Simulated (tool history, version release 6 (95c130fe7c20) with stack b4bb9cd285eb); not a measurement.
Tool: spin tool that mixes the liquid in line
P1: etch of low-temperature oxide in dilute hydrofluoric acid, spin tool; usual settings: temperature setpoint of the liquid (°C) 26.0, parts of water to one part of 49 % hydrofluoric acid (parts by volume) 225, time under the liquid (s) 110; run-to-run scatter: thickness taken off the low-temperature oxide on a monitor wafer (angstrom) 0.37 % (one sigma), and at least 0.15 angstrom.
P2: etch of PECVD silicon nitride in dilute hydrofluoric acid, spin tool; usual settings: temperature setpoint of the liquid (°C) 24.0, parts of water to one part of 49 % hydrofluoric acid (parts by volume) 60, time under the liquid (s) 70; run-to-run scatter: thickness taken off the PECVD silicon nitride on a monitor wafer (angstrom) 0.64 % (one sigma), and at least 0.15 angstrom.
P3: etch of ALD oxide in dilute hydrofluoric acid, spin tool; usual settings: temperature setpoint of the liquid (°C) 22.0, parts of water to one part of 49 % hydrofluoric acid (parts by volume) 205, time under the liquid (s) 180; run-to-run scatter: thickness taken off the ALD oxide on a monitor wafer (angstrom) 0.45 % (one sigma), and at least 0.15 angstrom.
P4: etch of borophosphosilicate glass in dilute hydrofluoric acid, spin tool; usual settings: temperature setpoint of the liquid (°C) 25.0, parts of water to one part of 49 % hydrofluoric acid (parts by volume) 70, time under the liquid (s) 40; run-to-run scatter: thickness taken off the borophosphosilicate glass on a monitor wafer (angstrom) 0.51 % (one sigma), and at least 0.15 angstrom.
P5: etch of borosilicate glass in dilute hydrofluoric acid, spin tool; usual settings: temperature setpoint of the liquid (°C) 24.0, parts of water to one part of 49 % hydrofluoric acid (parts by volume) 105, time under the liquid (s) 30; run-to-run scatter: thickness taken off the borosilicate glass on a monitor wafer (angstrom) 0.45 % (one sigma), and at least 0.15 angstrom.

run,hour,process that ran,temperature setpoint of the liquid (°C),parts of water to one part of 49 % hydrofluoric acid (parts by volume),time under the liquid (s),hours since the thermometer was replaced,hours since the hydrofluoric acid flow meter was replaced,thickness taken off the low-temperature oxide on a monitor wafer (angstrom),thickness taken off the ALD oxide on a monitor wafer (angstrom),thickness taken off the borosilicate glass on a monitor wafer (angstrom),thickness taken off the PECVD silicon nitride on a monitor wafer (angstrom),thickness taken off the borophosphosilicate glass on a monitor wafer (angstrom)
1,3.3,P1,26.0,225,110,313.8,85.2,55.1040,,,,
2,9.5,P3,29.0,205,180,320.0,91.4,,157.090,,,
3,15.9,P5,24.0,105,30,326.4,97.8,,,73.129,,
4,21.8,P2,28.0,60,70,332.3,103.7,,,,57.586,
5,26.8,P1,26.0,225,15,337.3,108.7,7.8615,,,,
6,34.0,P5,31.5,105,30,344.5,115.9,,,96.134,,
7,39.8,P4,25.0,30,40,350.3,121.7,,,,,798.14
8,43.8,P2,24.0,90,70,354.3,125.7,,,,30.065,
9,48.1,P5,24.0,25,30,358.6,130.0,,,337.270,,
10,52.2,P4,25.0,70,15,362.7,134.1,,,,,120.76
11,56.0,P1,30.5,100,110,366.5,137.9,171.6100,,,,
12,62.5,P1,26.0,225,110,373.0,144.4,54.8320,,,,
13,68.3,P1,33.0,225,110,378.8,150.2,69.7960,,,,
14,72.4,P1,26.0,225,180,382.9,154.3,90.4360,,,,
15,75.9,P1,26.0,225,110,386.4,157.8,55.3260,,,,
16,79.7,P3,22.0,205,35,390.2,161.6,,23.826,,,
17,82.9,P1,19.5,60,110,393.4,164.8,192.2100,,,,
18,88.3,P1,26.0,110,110,398.8,170.2,129.7700,,,,
19,91.6,P5,24.0,105,15,402.1,173.5,,,36.413,,
20,98.6,P1,26.0,225,110,409.1,180.5,55.3780,,,,
21,104.7,P2,24.0,60,135,415.2,186.6,,,,85.160,
22,109.6,P1,26.0,225,110,420.1,191.5,55.6910,,,,
23,114.5,P2,24.0,60,70,425.0,196.4,,,,44.562,
24,121.0,P5,24.0,105,30,431.5,202.9,,,72.409,,
25,128.3,P1,26.0,315,110,438.8,210.2,36.3030,,,,
26,133.5,P4,33.0,70,40,444.0,215.4,,,,,442.80

Forecast run 27:
27,140.7,P4,25.0,70,40,451.2,222.6,,,,,?

thickness taken off the borophosphosilicate glass on a monitor wafer (angstrom): 325.96

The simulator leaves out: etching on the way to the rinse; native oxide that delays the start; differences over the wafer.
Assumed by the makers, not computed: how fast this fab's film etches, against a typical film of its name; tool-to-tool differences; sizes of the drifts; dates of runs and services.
